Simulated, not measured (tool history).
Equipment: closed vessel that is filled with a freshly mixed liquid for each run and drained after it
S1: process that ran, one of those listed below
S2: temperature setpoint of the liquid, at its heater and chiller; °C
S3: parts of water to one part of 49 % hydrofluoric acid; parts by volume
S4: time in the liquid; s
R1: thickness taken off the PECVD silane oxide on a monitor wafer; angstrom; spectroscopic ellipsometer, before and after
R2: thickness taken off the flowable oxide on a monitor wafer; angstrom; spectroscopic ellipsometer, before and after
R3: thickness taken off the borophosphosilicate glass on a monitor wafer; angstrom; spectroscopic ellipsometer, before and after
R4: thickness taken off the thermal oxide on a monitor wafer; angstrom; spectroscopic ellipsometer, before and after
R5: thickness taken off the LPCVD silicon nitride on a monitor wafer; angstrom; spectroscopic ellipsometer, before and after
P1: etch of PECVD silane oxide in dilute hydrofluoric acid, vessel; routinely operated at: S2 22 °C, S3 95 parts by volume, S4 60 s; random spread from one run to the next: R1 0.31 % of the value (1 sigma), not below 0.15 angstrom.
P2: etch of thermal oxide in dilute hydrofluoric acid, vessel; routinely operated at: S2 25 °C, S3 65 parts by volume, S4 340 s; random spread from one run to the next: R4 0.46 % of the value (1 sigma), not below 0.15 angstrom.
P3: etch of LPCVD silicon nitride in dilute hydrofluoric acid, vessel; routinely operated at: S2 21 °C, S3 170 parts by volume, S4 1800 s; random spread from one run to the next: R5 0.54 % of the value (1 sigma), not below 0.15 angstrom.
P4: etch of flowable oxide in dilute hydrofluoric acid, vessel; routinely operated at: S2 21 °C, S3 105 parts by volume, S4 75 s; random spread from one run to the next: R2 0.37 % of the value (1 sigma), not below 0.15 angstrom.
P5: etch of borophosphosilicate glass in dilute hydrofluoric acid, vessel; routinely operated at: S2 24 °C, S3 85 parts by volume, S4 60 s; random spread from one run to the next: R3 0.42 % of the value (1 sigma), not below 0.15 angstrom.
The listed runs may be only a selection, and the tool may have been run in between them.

| run | hour | S1 | S2 | S3 | S4 | R1 | R2 | R3 | R4 | R5 |
|---|---|---|---|---|---|---|---|---|---|---|
| 1 | 11.4 | P1 | 22 | 95 | 60 | 221.99 |  |  |  |  |
| 2 | 18 | P4 | 21 | 105 | 75 |  | 379.9 |  |  |  |
| 3 | 27.7 | P1 | 30 | 95 | 60 | 307.01 |  |  |  |  |
| 4 | 36.4 | P5 | 24 | 85 | 60 |  |  | 247.8 |  |  |
| 5 | 42 | P1 | 22 | 40 | 95 | 900.02 |  |  |  |  |
|  | 48.3 | thermometer replaced |
| 6 | 50.1 | P2 | 25 | 65 | 340 |  |  |  | 257.65 |  |
| 7 | 57.3 | P4 | 21 | 60 | 75 |  | 703.43 |  |  |  |
| 8 | 64 | P4 | 21 | 105 | 30 |  | 152.02 |  |  |  |
| 9 | 70.1 | P5 | 24 | 25 | 60 |  |  | 916.15 |  |  |
| 10 | 75.7 | P2 | 25 | 65 | 185 |  |  |  | 140.72 |  |
| 11 | 84.8 | P1 | 17 | 95 | 60 | 181.72 |  |  |  |  |
| 12 | 91 | P2 | 25 | 110 | 340 |  |  |  | 143.94 |  |
| 13 | 96.5 | P1 | 22 | 95 | 60 | 224.38 |  |  |  |  |
| 14 | 106.7 | P3 | 17 | 170 | 1800 |  |  |  |  | 31.105 |
| 15 | 113.3 | P3 | 21 | 170 | 2730 |  |  |  |  | 61.316 |
| 16 | 123.6 | P1 | 27.5 | 95 | 110 | 505.58 |  |  |  |  |
| 17 | 133.5 | P1 | 22 | 95 | 30 | 112.12 |  |  |  |  |
| 18 | 143.2 | P3 | 21 | 170 | 1800 |  |  |  |  | 40.634 |
| 19 | 152.8 | P3 | 21 | 170 | 1800 |  |  |  |  | 40.955 |
| 20 | 161.6 | P4 | 17 | 105 | 75 |  | 321.37 |  |  |  |
| 21 | 170.5 | P5 | 24 | 85 | 30 |  |  | 124.46 |  |  |
| 22 | 182.2 | P1 | 22 | 95 | 60 | 222.75 |  |  |  |  |
| 23 | 191.5 | P5 | 24 | 85 | 60 |  |  | 248.91 |  |  |
| 24 | 199 | P1 | 22 | 45 | 60 | 503.33 |  |  |  |  |
| 25 | 208.9 | P1 | 22 | 160 | 60 | 123.87 |  |  |  |  |
| 26 | 214.4 | P3 | 21 | 275 | 1800 |  |  |  |  | 25.469 |
| 27 | 225.6 | P1 | 22 | 95 | 95 | 354.39 |  |  |  |  |
| 28 | 233 | P1 | 22 | 95 | 60 | 223.68 |  |  |  |  |
| 29 | 242.7 | P5 | 31 | 85 | 60 |  |  | 324.45 |  |  |
| 30 | 249.7 | P1 | 17.5 | 40 | 60 | 469.23 |  |  |  |  |
| 31 | 260.5 | P2 | 20 | 65 | 340 |  |  |  | 208.01 |  |
| 32 | 267.6 | P4 | 21 | 105 | 75 |  | 382.22 |  |  |  |
| 33 | 275.3 | P1 | 22 | 95 | 60 | 223.32 |  |  |  |  |
| 34 | 283.3 | P1 | 22 | 95 | 60 | 229.63 |  |  |  |  |
| 35 | 293.9 | P1 | 22 | 95 | 60 | 235.64 |  |  |  |  |
| 36 | 303.7 | P1 | 22 | 95 | 60 | 239.21 |  |  |  |  |
| 37 | 314.6 | P1 | 22 | 95 | 60 | 242.24 |  |  |  |  |
| 38 | 320.9 | P1 | 22 | 95 | 60 | 240.79 |  |  |  |  |
| 39 | 327.8 | P1 | 22 | 95 | 60 | 242.17 |  |  |  |  |
| 40 | 334.9 | P1 | 22 | 95 | 60 | 241.36 |  |  |  |  |
| 41 | 342.9 | P1 | 22 | 95 | 60 | 241.6 |  |  |  |  |

P1 has crept away from where it was. The log is fitted equally well by each of these 2 causes, at the sizes shown:
A: hydrofluoric acid flow above the setpoint (%) = 7.66
B: liquid hotter than its thermometer reads (K) = 2.04
The onset of the drift is placed at about hour 275.3.

Each of the 4 check runs below uses one wafer; its results are left as question marks. Which run tells the causes apart?
| check 1 | 350.9 | P5 | 24 | 85 | 60 |  |  | ? |  |  |
| check 2 | 350.9 | P2 | 25 | 65 | 340 |  |  |  | ? |  |
| check 3 | 350.9 | P4 | 21 | 105 | 75 |  | ? |  |  |  |
| check 4 | 350.9 | P3 | 21 | 170 | 1800 |  |  |  |  | ? |

Outcome of each check run for each possible cause:
| check | result | if A | if B |
|---|---|---|---|
| check 1 | R3 | 268.98 | 268.85 |
| check 2 | R4 | 279.19 | 279.66 |
| check 3 | R2 | 412.89 | 412.76 |
| check 4 | R5 | 43.465 | 46.186 |
How far apart the two closest causes lie, in the result that separates them most: check 1 0.05 %; check 2 0.17 %; check 3 0.03 %; check 4 6.07 %
Check 4 tells the causes apart: in the others they would give nearly the same result.

Check 4 was carried out, with these results: R5 45.859 angstrom. Which of the listed causes is responsible?

It is B: liquid hotter than its thermometer reads (K).
